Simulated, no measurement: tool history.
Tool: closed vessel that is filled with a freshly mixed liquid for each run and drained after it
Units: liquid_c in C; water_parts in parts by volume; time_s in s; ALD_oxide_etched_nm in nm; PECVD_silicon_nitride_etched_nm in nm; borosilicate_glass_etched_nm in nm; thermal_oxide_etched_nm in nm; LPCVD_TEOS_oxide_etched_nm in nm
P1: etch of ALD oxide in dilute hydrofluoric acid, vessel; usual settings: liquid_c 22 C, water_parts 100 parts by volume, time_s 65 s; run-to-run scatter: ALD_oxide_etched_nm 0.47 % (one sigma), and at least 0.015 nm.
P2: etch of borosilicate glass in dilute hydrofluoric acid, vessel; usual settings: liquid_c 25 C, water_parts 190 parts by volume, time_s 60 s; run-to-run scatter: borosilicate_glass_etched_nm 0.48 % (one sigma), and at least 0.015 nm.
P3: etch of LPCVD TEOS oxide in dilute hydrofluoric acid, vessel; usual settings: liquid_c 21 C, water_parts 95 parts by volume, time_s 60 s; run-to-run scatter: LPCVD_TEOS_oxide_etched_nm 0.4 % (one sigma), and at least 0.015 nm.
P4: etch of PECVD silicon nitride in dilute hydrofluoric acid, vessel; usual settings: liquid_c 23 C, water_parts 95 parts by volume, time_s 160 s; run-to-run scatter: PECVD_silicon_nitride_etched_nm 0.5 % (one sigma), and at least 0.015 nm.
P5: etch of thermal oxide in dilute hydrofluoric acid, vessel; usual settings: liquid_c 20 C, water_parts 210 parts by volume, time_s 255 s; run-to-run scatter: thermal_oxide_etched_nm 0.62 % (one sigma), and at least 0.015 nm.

run   hour  process  liquid_c  water_parts  time_s  ALD_oxide_etched_nm  PECVD_silicon_nitride_etched_nm  borosilicate_glass_etched_nm  thermal_oxide_etched_nm  LPCVD_TEOS_oxide_etched_nm
  1    5.1       P1        22          100      65                 19.2
  2     11       P1        17          100      65               15.769
  3   21.4       P1        22          100     115               34.008
  4     30       P4        23           95     245                                                12.732
  5     35       P2        25          100      60                                                                              24.766
  6   41.5       P1        22          145      65               12.628
  7   51.6       P2        25          190      60                                                                              11.729
  8   57.9       P1        22          140     100                20.17
  9   66.4       P1        22          100      65               19.256
 10   75.6       P4        23           95     160                                                8.2399
 11   81.9       P1        22          100      65               19.388
 12   92.5       P1        28          100      65               24.418
 13  101.1       P1        22          100      65                19.31
 14  108.9       P5        20          210     255                                                                                                       4.5397
 15    114       P3        21           95      90                                                                                                                                   46.863
 16  123.1       P4        23          155     160                                                5.0634
 17    129       P1        22           35      65               59.796
 18  133.9       P1        22          100      30               8.9918
 19  142.8       P5        20          210     255                                                                                                       4.4899
 20  151.4       P3        21           95      60                                                                                                                                   31.361
 21  160.9       P5        17          210     255                                                                                                       4.0303
 22    171       P4        28           95     160                                                11.416
 23  181.1       P2        25          190     105                                                                                20.5
 24  186.3       P5        20          110     255                                                                                                       9.6504
 25  194.6       P2        30          190      60                                                                              14.045

Run 26 comes next. What will it give?
 26  204.9       P3        21           95      60                                                                                                                                        ?

{"run 26": {"LPCVD_TEOS_oxide_etched_nm": 31.32}}
